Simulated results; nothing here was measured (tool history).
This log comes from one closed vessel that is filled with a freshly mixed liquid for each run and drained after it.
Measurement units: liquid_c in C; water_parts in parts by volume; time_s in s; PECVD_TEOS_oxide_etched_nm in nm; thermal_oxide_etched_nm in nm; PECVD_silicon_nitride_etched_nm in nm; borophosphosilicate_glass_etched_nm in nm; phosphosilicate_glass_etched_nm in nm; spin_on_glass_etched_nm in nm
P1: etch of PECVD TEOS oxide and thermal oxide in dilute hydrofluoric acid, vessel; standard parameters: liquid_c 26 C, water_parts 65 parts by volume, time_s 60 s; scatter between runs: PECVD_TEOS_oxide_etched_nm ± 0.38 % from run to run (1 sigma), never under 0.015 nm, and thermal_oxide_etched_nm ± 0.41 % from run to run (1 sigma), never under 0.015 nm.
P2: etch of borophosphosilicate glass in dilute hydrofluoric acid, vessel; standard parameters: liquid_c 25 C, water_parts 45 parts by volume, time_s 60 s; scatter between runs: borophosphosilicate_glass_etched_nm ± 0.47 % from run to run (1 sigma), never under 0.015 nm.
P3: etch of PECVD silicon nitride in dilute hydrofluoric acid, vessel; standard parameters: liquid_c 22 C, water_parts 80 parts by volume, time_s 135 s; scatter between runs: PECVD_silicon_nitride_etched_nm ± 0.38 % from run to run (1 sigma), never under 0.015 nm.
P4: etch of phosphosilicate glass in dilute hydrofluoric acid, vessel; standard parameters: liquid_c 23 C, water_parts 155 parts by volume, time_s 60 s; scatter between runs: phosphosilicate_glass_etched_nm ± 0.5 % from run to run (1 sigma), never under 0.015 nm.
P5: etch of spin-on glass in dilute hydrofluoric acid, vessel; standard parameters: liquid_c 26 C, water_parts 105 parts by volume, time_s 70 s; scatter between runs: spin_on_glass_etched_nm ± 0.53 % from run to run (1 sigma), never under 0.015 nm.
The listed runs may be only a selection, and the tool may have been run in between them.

run   hour  process  liquid_c  water_parts  time_s  hours since the thermometer was replaced  hours since the hydrofluoric acid flow meter was replaced  PECVD_TEOS_oxide_etched_nm  thermal_oxide_etched_nm  PECVD_silicon_nitride_etched_nm  borophosphosilicate_glass_etched_nm  phosphosilicate_glass_etched_nm  spin_on_glass_etched_nm
  1   11.6       P1        26           65      60                                       553                                                     1333.4                       18.02                   4.9832
  2     25       P1        31           65      60                                     566.4                                                     1346.8                      22.045                   6.0944
  3   38.9       P3        22           80     200                                     580.3                                                     1360.7                                                                                8.3108
  4   50.9       P1        26           65      60                                     592.3                                                     1372.7                      18.113                   5.0257
  5   57.2       P1        26           65      60                                     598.6                                                       1379                      18.206                   5.0052
  6   66.5       P1        26           45      95                                     607.9                                                     1388.3                      42.526                   11.734
  7   73.3       P2        25           45      30                                     614.7                                                     1395.1                                                                                                                     29.189
  8   82.3       P3        17           80     135                                     623.7                                                     1404.1                                                                                3.9608
  9   96.3       P4        23          155      60                                     637.7                                                     1418.1                                                                                                                                                      58.852
 10  110.1       P1        26           35      60                                     651.5                                                     1431.9                      35.072                   9.6509
 11  117.3       P1        26           65      30                                     658.7                                                     1439.1                      9.0482                   2.5065
 12  127.9       P5        33          105      70                                     669.3                                                     1449.7                                                                                                                                                                                29.84
 13  135.5       P4        23          155      30                                     676.9                                                     1457.3                                                                                                                                                      29.813
 14  149.4       P1      18.5           65      60                                     690.8                                                     1471.2                      13.257                    3.682
 15  155.8       P1        26           65      90                                     697.2                                                     1477.6                      27.302                   7.4606
 16  168.2       P4        23          155      60                                     709.6                                                       1490                                                                                                                                                      59.838
 17  177.8       P5        26          150      70                                     719.2                                                     1499.6                                                                                                                                                                               15.205
 18  192.3       P5        26          105      30                                     733.7                                                     1514.1                                                                                                                                                                               9.8511
 19  205.3       P5        26          105      70                                     746.7                                                     1527.1                                                                                                                                                                               22.959
 20  219.9       P1        26           90      85                                     761.3                                                     1541.7                      17.829                   4.9604
 21  229.1       P1        26           65      60                                     770.5                                                     1550.9                      18.068                   5.0023
 22  243.2       P3        22           80     135                                     784.6                                                       1565                                                                                5.5846
 23  254.6       P1      18.5           65      30                                       796                                                     1576.4                      6.6104                   1.8459
 24  267.8       P1        26           65      60                                     809.2                                                     1589.6                      18.161                   4.9707
 25  281.3       P2        25           45      60                                     822.7                                                     1603.1                                                                                                                     57.924
 26  287.6       P2        17           45      60                                       829                                                     1609.4                                                                                                                     41.554
 27  300.3       P3        22          130     135                                     841.7                                                     1622.1                                                                                3.4596
 28    314       P3        22           80     135                                     855.4                                                     1635.8                                                                                5.5859
 29  325.1       P4        17          155      60                                     866.5                                                     1646.9                                                                                                                                                      47.079
 30  333.8       P2        25           80      60                                     875.2                                                     1655.6                                                                                                                     31.305
 31  346.3       P4        23           65      60                                     887.7                                                     1668.1                                                                                                                                                      159.23
 32  359.4       P1        26          105      60                                     900.8                                                     1681.2                      10.625                   2.9372
 33  366.7       P1        26           65      60                                     908.1                                                     1688.5                      18.128                   4.9684
 34  379.7       P1        26           65      60                                     921.1                                                     1701.5                      18.772                   5.1293
 35  387.7       P1        26           65      60                                     929.1                                                     1709.5                      18.968                   5.2419
 36    395       P1        26           65      60                                     936.4                                                     1716.8                      19.147                   5.2882
 37  403.1       P1        26           65      60                                     944.5                                                     1724.9                      19.344                   5.3664
 38  410.4       P1        26           65      60                                     951.8                                                     1732.2                      19.307                   5.3631
 39  423.6       P1        26           65      60                                       965                                                     1745.4                      19.556                   5.3621
 40  433.1       P1        26           65      60                                     974.5                                                     1754.9                      19.596                   5.3957
 41  439.9       P1        26           65      60                                     981.3                                                     1761.7                      19.567                   5.3943
 42  446.7       P1        26           65      60                                     988.1                                                     1768.5                      19.643                   5.4697
 43  456.6       P1        26           65      60                                       998                                                     1778.4                      19.535                   5.3835

What P1 gives has crept away from where it was. These 2 causes fit the log equally well, each at the size given:
A: liquid hotter than its thermometer reads (K) = 2.08
B: hydrofluoric acid flow above the setpoint (%) = 7.86
The gradual shift began around hour 366.7.

Consider the 4 single-wafer check runs listed below, results given as question marks: which one distinguishes between the causes by giving clearly different results for each?
check 1  466.5       P3        22           80     135                                                                                                                                                                                          ?
check 2  466.5       P4        23          155      60                                                                                                                                                                                                                                                                ?
check 3  466.5       P2        25           45      60                                                                                                                                                                                                                               ?
check 4  466.5       P5        26          105      70                                                                                                                                                                                                                                                                                         ?

Outcome of each check run for each possible cause:
  check                               result    if A    if B
check 1      PECVD_silicon_nitride_etched_nm  6.4187  6.0137
check 2      phosphosilicate_glass_etched_nm  64.388  64.977
check 3  borophosphosilicate_glass_etched_nm  63.317  63.039
check 4              spin_on_glass_etched_nm  24.779  24.919
How far apart the two closest causes lie, in the result that separates them most: check 1 6.52 %; check 2 0.91 %; check 3 0.44 %; check 4 0.57 %
Check 1 distinguishes between the causes, while the remaining checks would return nearly the same result for all of them.

Here is what check 1 returned: PECVD_silicon_nitride_etched_nm 6.0481 nm. Which cause is it?

It is B: hydrofluoric acid flow above the setpoint (%).
